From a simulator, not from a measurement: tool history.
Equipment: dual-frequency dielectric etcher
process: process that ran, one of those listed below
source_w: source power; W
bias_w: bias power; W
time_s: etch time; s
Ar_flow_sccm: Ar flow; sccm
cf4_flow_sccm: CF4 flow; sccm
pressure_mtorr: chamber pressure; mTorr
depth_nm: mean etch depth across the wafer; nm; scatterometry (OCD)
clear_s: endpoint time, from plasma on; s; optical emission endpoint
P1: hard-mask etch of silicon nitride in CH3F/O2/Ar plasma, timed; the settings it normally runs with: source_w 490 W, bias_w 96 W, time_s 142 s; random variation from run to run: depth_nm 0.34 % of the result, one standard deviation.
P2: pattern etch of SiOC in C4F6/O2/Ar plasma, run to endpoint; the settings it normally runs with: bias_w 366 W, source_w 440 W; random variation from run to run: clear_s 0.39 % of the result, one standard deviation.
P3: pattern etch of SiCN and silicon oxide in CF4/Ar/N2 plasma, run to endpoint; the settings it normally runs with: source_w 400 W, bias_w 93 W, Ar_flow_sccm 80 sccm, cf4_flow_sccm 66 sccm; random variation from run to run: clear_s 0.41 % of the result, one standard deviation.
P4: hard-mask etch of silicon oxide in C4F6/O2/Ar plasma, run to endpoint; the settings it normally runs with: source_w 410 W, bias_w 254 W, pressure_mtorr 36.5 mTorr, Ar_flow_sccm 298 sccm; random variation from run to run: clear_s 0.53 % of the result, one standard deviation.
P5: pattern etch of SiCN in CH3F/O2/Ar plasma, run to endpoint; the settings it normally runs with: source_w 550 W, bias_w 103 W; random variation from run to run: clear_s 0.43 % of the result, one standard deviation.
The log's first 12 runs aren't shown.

run,day,process,source_w,bias_w,time_s,Ar_flow_sccm,cf4_flow_sccm,pressure_mtorr,hours since the last wet clean,hours since the last source power generator calibration,hours since the last bias power generator calibration,depth_nm,clear_s
13,2.579,P1,590,96,142,,,,470.6,10.3,1411.8,134.42,
14,2.783,P3,400,111,,80,66,,475.5,15.2,1416.7,,11.47
15,3.029,P1,490,96,142,,,,481.4,21.1,1422.6,125.47,
16,3.242,P1,490,96,142,,,,486.5,26.2,1427.7,125.03,
17,3.388,P3,400,93,,80,93,,490,29.7,1431.2,,11.698
18,3.662,P3,400,93,,80,66,,496.6,36.3,1437.8,,12.213
19,3.896,P1,490,96,142,,,,502.2,41.9,1443.4,125.83,
20,4.15,P5,410,103,,,,,508.3,48,1449.5,,26.626
21,4.325,P4,410,254,,408,,36.5,512.5,52.2,1453.7,,90.778
22,4.488,P1,490,96,142,,,,516.4,56.1,1457.6,124.46,
23,4.738,P3,400,93,,96,66,,522.4,62.1,1463.6,,12.561
24,4.892,P1,300,132,142,,,,526.1,65.8,1467.3,117.92,
25,5.179,P5,550,103,,,,,533,72.7,1474.2,,23.922
26,5.362,P4,290,254,,298,,36.5,537.4,77.1,1478.6,,99.517
27,5.525,P4,410,254,,298,,25,541.3,81,1482.5,,84.437
# day 5.546: bias power generator calibrated
28,5.746,P2,440,218,,,,,546.6,86.3,4.8,,14.206

What does the tool deliver on the next run?
29,5.925,P1,490,96,107,,,,550.9,90.6,9.1,?,

Run 29 gave depth_nm 94.345 nm.

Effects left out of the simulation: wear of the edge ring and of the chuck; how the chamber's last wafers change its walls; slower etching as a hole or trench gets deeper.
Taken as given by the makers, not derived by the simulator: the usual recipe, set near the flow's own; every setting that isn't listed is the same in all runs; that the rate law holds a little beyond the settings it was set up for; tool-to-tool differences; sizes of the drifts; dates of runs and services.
